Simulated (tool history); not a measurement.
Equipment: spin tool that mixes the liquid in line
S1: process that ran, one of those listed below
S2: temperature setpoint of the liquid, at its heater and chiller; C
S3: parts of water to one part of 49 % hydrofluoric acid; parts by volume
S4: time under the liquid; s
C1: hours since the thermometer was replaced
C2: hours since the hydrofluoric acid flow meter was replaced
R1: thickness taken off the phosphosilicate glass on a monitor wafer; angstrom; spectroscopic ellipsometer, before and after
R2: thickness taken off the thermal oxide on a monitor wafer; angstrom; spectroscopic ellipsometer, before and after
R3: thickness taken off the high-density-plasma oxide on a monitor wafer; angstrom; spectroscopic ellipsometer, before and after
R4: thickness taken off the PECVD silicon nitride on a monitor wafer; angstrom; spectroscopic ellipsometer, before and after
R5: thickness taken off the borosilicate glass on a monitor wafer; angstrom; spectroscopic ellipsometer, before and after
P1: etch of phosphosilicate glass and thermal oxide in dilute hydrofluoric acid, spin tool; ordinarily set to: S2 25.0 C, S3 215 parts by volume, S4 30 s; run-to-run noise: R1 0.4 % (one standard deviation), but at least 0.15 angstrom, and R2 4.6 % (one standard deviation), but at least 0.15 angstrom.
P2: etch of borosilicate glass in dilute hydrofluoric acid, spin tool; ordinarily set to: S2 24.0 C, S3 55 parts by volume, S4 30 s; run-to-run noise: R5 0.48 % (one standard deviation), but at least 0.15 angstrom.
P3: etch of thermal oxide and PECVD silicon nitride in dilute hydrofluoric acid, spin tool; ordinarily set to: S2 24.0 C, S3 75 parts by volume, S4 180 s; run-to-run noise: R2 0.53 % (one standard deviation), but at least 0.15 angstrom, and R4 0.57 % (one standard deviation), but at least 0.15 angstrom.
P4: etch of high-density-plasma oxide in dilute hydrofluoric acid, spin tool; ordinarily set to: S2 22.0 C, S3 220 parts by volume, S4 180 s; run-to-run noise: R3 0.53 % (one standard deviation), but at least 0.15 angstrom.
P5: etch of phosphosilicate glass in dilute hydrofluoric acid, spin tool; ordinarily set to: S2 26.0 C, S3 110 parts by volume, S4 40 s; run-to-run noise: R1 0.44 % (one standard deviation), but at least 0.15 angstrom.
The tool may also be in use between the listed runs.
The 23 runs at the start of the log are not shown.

run   hour  S1    S2   S3   S4     C1     C2        R1        R2      R3       R4       R5
 24  201.2  P5  26.0  110   40   94.9   51.9   545.100
 25  211.5  P2  24.0   55   60  105.2   62.2                                       302.140
 26  222.2  P2  24.0  100   30  115.9   72.9                                        77.845
 27  231.8  P2  24.0   55   30  125.5   82.5                                       151.900
 28  238.9  P4  26.5  220  180  132.6   89.6                      58.117
 29  248.4  P3  24.0  135  180  142.1   99.1             58.2300           67.979
 30  257.9  P3  24.0   75  180  151.6  108.6            113.8800          123.740
 31  269.4  P1  25.0  215   30  163.1  120.1   104.090    5.4734
 32  275.0  P5  26.0  110   80  168.7  125.7  1082.200
 33  282.7  P1  25.0  215   30  176.4  133.4   104.640    5.3483
 34  292.9  P1  25.0  215   30  186.6  143.6   101.900    5.5001
 35  303.0  P1  25.0  215   30  196.7  153.7   101.040    5.3548
 36  312.9  P1  25.0  215   30  206.6  163.6    99.436    5.2749
 37  323.3  P1  25.0  215   30  217.0  174.0    98.690    4.9196
 38  334.6  P1  25.0  215   30  228.3  185.3    99.109    5.7012
 39  343.8  P1  25.0  215   30  237.5  194.5    99.127    4.5396
 40  354.1  P1  25.0  215   30  247.8  204.8    99.063    5.0862
 41  364.5  P1  25.0  215   30  258.2  215.2    98.755    5.5126

Predict the results of run 42:
 42  374.9  P1  25.0  215  30  268.6  225.6   ?   ?

Run 42 measured R1 99.094 angstrom, R2 5.1803 angstrom.

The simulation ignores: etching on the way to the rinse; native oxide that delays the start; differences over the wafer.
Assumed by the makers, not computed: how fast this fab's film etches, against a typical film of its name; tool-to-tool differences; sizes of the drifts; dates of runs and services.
